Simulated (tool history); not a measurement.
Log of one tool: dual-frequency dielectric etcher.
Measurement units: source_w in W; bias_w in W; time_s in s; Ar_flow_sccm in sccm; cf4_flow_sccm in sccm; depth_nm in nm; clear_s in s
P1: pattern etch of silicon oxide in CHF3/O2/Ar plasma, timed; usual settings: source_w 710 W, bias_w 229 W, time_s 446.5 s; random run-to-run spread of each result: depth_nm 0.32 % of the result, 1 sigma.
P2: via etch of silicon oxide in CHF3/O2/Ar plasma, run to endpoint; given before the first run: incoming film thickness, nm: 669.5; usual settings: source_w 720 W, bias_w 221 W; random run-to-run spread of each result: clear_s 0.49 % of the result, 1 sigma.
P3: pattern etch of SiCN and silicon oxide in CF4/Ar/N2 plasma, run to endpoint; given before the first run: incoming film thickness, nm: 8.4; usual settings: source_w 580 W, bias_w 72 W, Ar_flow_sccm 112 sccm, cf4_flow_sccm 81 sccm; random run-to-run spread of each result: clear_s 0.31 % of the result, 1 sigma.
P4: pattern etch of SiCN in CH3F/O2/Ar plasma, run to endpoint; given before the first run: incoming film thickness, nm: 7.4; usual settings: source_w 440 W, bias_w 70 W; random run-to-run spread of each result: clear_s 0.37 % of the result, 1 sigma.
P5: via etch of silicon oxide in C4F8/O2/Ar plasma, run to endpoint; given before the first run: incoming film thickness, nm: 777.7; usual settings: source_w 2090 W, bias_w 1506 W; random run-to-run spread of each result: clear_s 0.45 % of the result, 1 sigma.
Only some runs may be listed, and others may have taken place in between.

run,hour,process,source_w,bias_w,time_s,Ar_flow_sccm,cf4_flow_sccm,hours since the last wet clean,hours since the last source power generator calibration,hours since the last bias power generator calibration,depth_nm,clear_s
1,4.5,P1,710,229,446.5,,,359.2,550.5,2318.1,1010.7,
2,11.6,P2,720,221,,,,366.3,557.6,2325.2,,293.3
3,19.1,P1,710,229,446.5,,,373.8,565.1,2332.7,1009.1,
4,26.4,P5,1240,1506,,,,381.1,572.4,2340,,194.37
5,33.5,P3,580,98,,112,81,388.2,579.5,2347.1,,7.0813
6,38.8,P5,2090,1506,,,,393.5,584.8,2352.4,,159.38
7,43.4,P1,850,229,446.5,,,398.1,589.4,2357,1082.2,
8,52.3,P4,440,70,,,,407,598.3,2365.9,,19.104
9,60.2,P3,580,72,,112,81,414.9,606.2,2373.8,,7.8372
10,66.3,P1,710,229,446.5,,,421,612.3,2379.9,1011.4,
# hour 69.3: wet clean of the chamber
11,71.4,P1,710,229,314.5,,,2.2,617.4,2385,712.01,
12,79.5,P5,2090,1980,,,,10.3,625.5,2393.1,,145.23
13,87.7,P1,710,229,446.5,,,18.5,633.7,2401.3,1008.1,
14,95.5,P1,450,229,446.5,,,26.3,641.5,2409.1,850.77,
15,104,P3,580,72,,140,81,34.8,650,2417.6,,8.1599
16,109.6,P1,710,134,446.5,,,40.4,655.6,2423.2,844.47,
17,116.1,P1,710,229,446.5,,,46.9,662.1,2429.7,1009.6,
18,120.9,P1,710,189,561,,,51.7,666.9,2434.5,1189.1,
19,124.9,P3,580,72,,112,49,55.7,670.9,2438.5,,8.5287
20,130.8,P2,1020,221,,,,61.6,676.8,2444.4,,252.51
21,138,P1,710,323,446.5,,,68.8,684,2451.6,1134.8,

The next listed run, before its measurement:
22,146.5,P1,710,301,567.5,,,77.3,692.5,2460.1,?,

{"run 22": {"depth_nm": 1412.6}}

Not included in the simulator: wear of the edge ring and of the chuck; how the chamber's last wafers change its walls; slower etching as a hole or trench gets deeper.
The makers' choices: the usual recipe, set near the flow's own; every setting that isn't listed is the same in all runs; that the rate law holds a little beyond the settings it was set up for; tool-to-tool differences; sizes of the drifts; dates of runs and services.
